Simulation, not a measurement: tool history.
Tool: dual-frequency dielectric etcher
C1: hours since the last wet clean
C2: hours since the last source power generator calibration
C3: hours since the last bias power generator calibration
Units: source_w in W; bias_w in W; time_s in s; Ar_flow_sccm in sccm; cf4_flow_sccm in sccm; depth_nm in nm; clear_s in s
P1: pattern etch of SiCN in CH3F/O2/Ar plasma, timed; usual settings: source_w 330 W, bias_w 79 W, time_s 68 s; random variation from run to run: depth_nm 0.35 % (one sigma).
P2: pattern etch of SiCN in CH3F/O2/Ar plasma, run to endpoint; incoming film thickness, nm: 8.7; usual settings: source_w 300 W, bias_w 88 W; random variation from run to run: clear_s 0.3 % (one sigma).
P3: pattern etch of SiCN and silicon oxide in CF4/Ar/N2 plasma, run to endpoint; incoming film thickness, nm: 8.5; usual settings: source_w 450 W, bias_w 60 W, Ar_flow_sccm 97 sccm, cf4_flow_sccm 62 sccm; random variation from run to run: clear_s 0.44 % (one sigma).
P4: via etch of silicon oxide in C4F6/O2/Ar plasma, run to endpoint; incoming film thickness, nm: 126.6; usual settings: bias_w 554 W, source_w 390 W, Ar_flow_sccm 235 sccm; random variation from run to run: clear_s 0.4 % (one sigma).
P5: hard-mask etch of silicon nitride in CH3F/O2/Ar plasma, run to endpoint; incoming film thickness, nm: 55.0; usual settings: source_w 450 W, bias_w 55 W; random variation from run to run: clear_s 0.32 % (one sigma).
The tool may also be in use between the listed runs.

Run 1, day 0.208: process P1, source_w 330 W, bias_w 79 W, time_s 68 s; C1 241.1; C2 1810.5; C3 330.9. Result: depth_nm 25.033 nm.
Run 2, day 0.379: process P1, source_w 330 W, bias_w 79 W, time_s 68 s; C1 245.2; C2 1814.6; C3 335. Result: depth_nm 25.068 nm.
Run 3, day 0.554: process P1, source_w 450 W, bias_w 79 W, time_s 68 s; C1 249.4; C2 1818.8; C3 339.2. Result: depth_nm 28.119 nm.
Run 4, day 0.812: process P1, source_w 420 W, bias_w 79 W, time_s 52 s; C1 255.6; C2 1825; C3 345.4. Result: depth_nm 21.043 nm.
Run 5, day 1.062: process P1, source_w 330 W, bias_w 79 W, time_s 41 s; C1 261.6; C2 1831; C3 351.4. Result: depth_nm 15.092 nm.
Run 6, day 1.217: process P4, source_w 240 W, bias_w 554 W, Ar_flow_sccm 235 sccm; C1 265.3; C2 1834.7; C3 355.1. Result: clear_s 31.169 s.
Run 7, day 1.425: process P4, source_w 390 W, bias_w 554 W, Ar_flow_sccm 235 sccm; C1 270.3; C2 1839.7; C3 360.1. Result: clear_s 26.067 s.
Run 8, day 1.612: process P2, source_w 300 W, bias_w 88 W; C1 274.8; C2 1844.2; C3 364.6. Result: clear_s 23.629 s.
Run 9, day 1.883: process P3, source_w 450 W, bias_w 60 W, Ar_flow_sccm 97 sccm, cf4_flow_sccm 50 sccm; C1 281.3; C2 1850.7; C3 371.1. Result: clear_s 11.209 s.
Run 10, day 2.204: process P1, source_w 330 W, bias_w 52 W, time_s 68 s; C1 289; C2 1858.4; C3 378.8. Result: depth_nm 21.665 nm.
Run 11, day 2.458: process P5, source_w 450 W, bias_w 55 W; C1 295.1; C2 1864.5; C3 384.9. Result: clear_s 83.913 s.
Run 12, day 2.754: process P1, source_w 330 W, bias_w 98 W, time_s 93.5 s; C1 302.2; C2 1871.6; C3 392. Result: depth_nm 37.462 nm.
Run 13, day 2.979: process P2, source_w 370 W, bias_w 88 W; C1 307.6; C2 1877; C3 397.4. Result: clear_s 21.967 s.
Run 14, day 3.221: process P3, source_w 450 W, bias_w 60 W, Ar_flow_sccm 97 sccm, cf4_flow_sccm 62 sccm; C1 313.4; C2 1882.8; C3 403.2. Result: clear_s 10.739 s.
Run 15, day 3.421: process P2, source_w 300 W, bias_w 118 W; C1 318.2; C2 1887.6; C3 408. Result: clear_s 21.145 s.
Run 16, day 3.654: process P5, source_w 280 W, bias_w 55 W; C1 323.8; C2 1893.2; C3 413.6. Result: clear_s 101.38 s.
Run 17, day 3.946: process P2, source_w 300 W, bias_w 88 W; C1 330.8; C2 1900.2; C3 420.6. Result: clear_s 23.527 s.
Run 18, day 4.238: process P3, source_w 450 W, bias_w 60 W, Ar_flow_sccm 77 sccm, cf4_flow_sccm 62 sccm; C1 337.8; C2 1907.2; C3 427.6. Result: clear_s 10.412 s.
Run 19, day 4.4: process P1, source_w 260 W, bias_w 79 W, time_s 68 s; C1 341.7; C2 1911.1; C3 431.5. Result: depth_nm 22.999 nm.
Run 20, day 4.571: process P1, source_w 330 W, bias_w 79 W, time_s 101 s; C1 345.8; C2 1915.2; C3 435.6. Result: depth_nm 37.354 nm.
Run 21, day 4.712: process P4, source_w 390 W, bias_w 554 W, Ar_flow_sccm 192 sccm; C1 349.2; C2 1918.6; C3 439. Result: clear_s 25.609 s.
Run 22, day 5.021: process P1, source_w 330 W, bias_w 106 W, time_s 68 s; C1 356.6; C2 1926; C3 446.4. Result: depth_nm 28.041 nm.
At day 5.162: bias power generator calibrated.
Run 23, day 5.175: process P1, source_w 330 W, bias_w 79 W, time_s 68 s; C1 360.3; C2 1929.7; C3 0.4. Result: depth_nm 25.135 nm.
Run 24, day 5.333: process P4, source_w 390 W, bias_w 428 W, Ar_flow_sccm 235 sccm; C1 364.1; C2 1933.5; C3 4.2. Result: clear_s 28.696 s.
Run 25, day 5.5: process P1, source_w 330 W, bias_w 79 W, time_s 68 s; C1 368.1; C2 1937.5; C3 8.2. Result: depth_nm 25.209 nm.
Run 26, day 5.825: process P3, source_w 450 W, bias_w 38 W, Ar_flow_sccm 97 sccm, cf4_flow_sccm 62 sccm; C1 375.9; C2 1945.3; C3 16. Result: clear_s 12.412 s.
Run 27, day 5.975: process P1, source_w 220 W, bias_w 103 W, time_s 68 s; C1 379.5; C2 1948.9; C3 19.6. Result: depth_nm 23.908 nm.
Run 28, day 6.167: process P5, source_w 450 W, bias_w 43 W; C1 384.1; C2 1953.5; C3 24.2. Result: clear_s 90.79 s.
Run 29, day 6.375: process P3, source_w 590 W, bias_w 60 W, Ar_flow_sccm 97 sccm, cf4_flow_sccm 62 sccm; C1 389.1; C2 1958.5; C3 29.2. Result: clear_s 8.5314 s.
Run 30, day 6.55: process P1, source_w 330 W, bias_w 79 W, time_s 68 s; C1 393.3; C2 1962.7; C3 33.4. Result: depth_nm 24.999 nm.
Run 31, day 6.692: process P1, source_w 330 W, bias_w 79 W, time_s 68 s; C1 396.7; C2 1966.1; C3 36.8. Result: depth_nm 24.966 nm.
Run 32, day 6.904: process P1, source_w 330 W, bias_w 79 W, time_s 68 s; C1 401.8; C2 1971.2; C3 41.9. Result: depth_nm 24.902 nm.
Run 33, day 7.229: process P1, source_w 330 W, bias_w 79 W, time_s 68 s; C1 409.6; C2 1979; C3 49.7. Result: depth_nm 24.823 nm.
Run 34, day 7.404: process P1, source_w 330 W, bias_w 79 W, time_s 68 s; C1 413.8; C2 1983.2; C3 53.9. Result: depth_nm 24.629 nm.
At day 7.517: wet clean of the chamber.
Run 35, day 7.725: process P1, source_w 330 W, bias_w 79 W, time_s 68 s; C1 5.1; C2 1990.9; C3 61.6. Result: depth_nm 24.737 nm.
Run 36, day 7.946: process P1, source_w 330 W, bias_w 79 W, time_s 68 s; C1 10.4; C2 1996.2; C3 66.9. Result: depth_nm 24.602 nm.
Run 37, day 8.229: process P1, source_w 330 W, bias_w 79 W, time_s 68 s; C1 17.2; C2 2003; C3 73.7. Result: depth_nm 24.785 nm.
Run 38, day 8.517: process P1, source_w 330 W, bias_w 79 W, time_s 68 s; C1 24.1; C2 2009.9; C3 80.6. Result: depth_nm 24.704 nm.
Run 39, day 8.704: process P1, source_w 330 W, bias_w 79 W, time_s 68 s; C1 28.6; C2 2014.4; C3 85.1. Result: depth_nm 24.808 nm.
Run 40, day 8.908: process P1, source_w 330 W, bias_w 79 W, time_s 68 s; C1 33.5; C2 2019.3; C3 90. Result: depth_nm 24.672 nm.

What P1 gives has crept away from where it was. These 2 causes fit the log equally well, each at the size given:
A: bias power that arrives under what is set, % = 4.65
B: source power that arrives under what is set, % = 4.55
The creep began at about day 6.55.
Why every other cause is out:
chamber walls in a state that lowers the etch rate, %: serviced at day 7.517, which brought nothing back

4 check runs are offered, each on 2 wafers whose results are averaged, their results left as question marks. Which one tells the causes apart?
Run check 1, day 9.112: process P5, source_w 450 W, bias_w 55 W. Result: clear_s ?.
Run check 2, day 9.112: process P4, source_w 390 W, bias_w 554 W, Ar_flow_sccm 235 sccm. Result: clear_s ?.
Run check 3, day 9.112: process P3, source_w 450 W, bias_w 60 W, Ar_flow_sccm 97 sccm, cf4_flow_sccm 62 sccm. Result: clear_s ?.
Run check 4, day 9.112: process P2, source_w 300 W, bias_w 88 W. Result: clear_s ?.

What each check would give under each cause:
  check   result    if A    if B
check 1  clear_s  85.668  85.927
check 2  clear_s  26.538  26.513
check 3  clear_s  10.982  11.268
check 4  clear_s   24.03  24.015
How far apart the two closest causes lie, in the result that separates them most: check 1 0.3 %; check 2 0.09 %; check 3 2.57 %; check 4 0.06 %
Check 3 tells the causes apart: in the others they would give nearly the same result.

Check 3 was then run and gave: clear_s 11.012 s. Which cause is it?

It is A: bias power that arrives under what is set, %.
